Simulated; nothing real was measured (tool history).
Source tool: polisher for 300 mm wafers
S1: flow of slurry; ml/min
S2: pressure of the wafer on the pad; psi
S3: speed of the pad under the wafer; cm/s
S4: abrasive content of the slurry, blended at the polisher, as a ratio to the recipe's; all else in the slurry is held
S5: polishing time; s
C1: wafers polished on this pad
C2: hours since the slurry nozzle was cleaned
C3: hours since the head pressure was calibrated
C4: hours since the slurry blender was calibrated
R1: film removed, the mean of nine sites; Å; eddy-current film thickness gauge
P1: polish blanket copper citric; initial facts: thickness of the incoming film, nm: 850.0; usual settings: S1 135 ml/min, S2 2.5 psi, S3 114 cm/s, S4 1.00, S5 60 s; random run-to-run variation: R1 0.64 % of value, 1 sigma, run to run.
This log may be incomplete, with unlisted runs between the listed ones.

| run | day | S1 | S2 | S3 | S4 | S5 | C1 | C2 | C3 | C4 | R1 |
|---|---|---|---|---|---|---|---|---|---|---|---|
| 1 | 0.358 | 135 | 2.5 | 114 | 1.00 | 60 | 341 | 276.8 | 614.1 | 135.8 | 1219.20 |
| 2 | 0.858 | 205 | 2.5 | 114 | 1.00 | 60 | 436 | 288.8 | 626.1 | 147.8 | 1301.80 |
| 3 | 1.450 | 135 | 2.5 | 114 | 1.00 | 60 | 549 | 303.0 | 640.3 | 162.0 | 1216.20 |
| 4 | 2.112 | 135 | 2.5 | 114 | 1.00 | 37 | 675 | 318.9 | 656.2 | 177.9 | 751.57 |
|  | 2.538 | slurry nozzle cleaned |
| 5 | 2.671 | 135 | 1.3 | 114 | 1.35 | 60 | 782 | 3.2 | 669.6 | 191.3 | 687.73 |
| 6 | 3.162 | 135 | 2.5 | 114 | 1.00 | 60 | 875 | 15.0 | 681.4 | 203.1 | 1220.90 |
| 7 | 3.812 | 135 | 2.5 | 114 | 1.00 | 60 | 999 | 30.6 | 697.0 | 218.7 | 1235.10 |
| 8 | 4.304 | 135 | 2.5 | 114 | 0.65 | 60 | 1093 | 42.4 | 708.8 | 230.5 | 1115.50 |
| 9 | 4.842 | 135 | 2.5 | 114 | 1.45 | 60 | 1195 | 55.3 | 721.7 | 243.4 | 1325.30 |
| 10 | 5.496 | 135 | 2.5 | 52 | 1.00 | 60 | 1320 | 71.0 | 737.4 | 259.1 | 573.37 |
| 11 | 5.846 | 135 | 2.5 | 58 | 1.25 | 60 | 1387 | 79.4 | 745.8 | 267.5 | 663.68 |
| 12 | 6.333 | 135 | 2.5 | 114 | 1.00 | 60 | 1480 | 91.1 | 757.5 | 279.2 | 1209.90 |
| 13 | 7.017 | 135 | 2.5 | 174 | 1.00 | 60 | 1610 | 107.5 | 773.9 | 295.6 | 1859.50 |
| 14 | 7.704 | 85 | 2.5 | 114 | 1.00 | 60 | 1741 | 124.0 | 790.4 | 312.1 | 1085.00 |
| 15 | 8.425 | 135 | 1.7 | 114 | 1.00 | 60 | 1878 | 141.3 | 807.7 | 329.4 | 841.19 |
| 16 | 9.062 | 180 | 2.5 | 114 | 1.00 | 76 | 2000 | 156.6 | 823.0 | 344.7 | 1611.00 |
| 17 | 9.708 | 135 | 3.4 | 114 | 1.00 | 60 | 2123 | 172.1 | 838.5 | 360.2 | 1648.40 |

Predict the results of run 18:
| 18 | 10.242 | 135 | 2.5 | 114 | 1.00 | 92 | 2225 | 184.9 | 851.3 | 373.0 | ? |

R1: 1857.70 Å

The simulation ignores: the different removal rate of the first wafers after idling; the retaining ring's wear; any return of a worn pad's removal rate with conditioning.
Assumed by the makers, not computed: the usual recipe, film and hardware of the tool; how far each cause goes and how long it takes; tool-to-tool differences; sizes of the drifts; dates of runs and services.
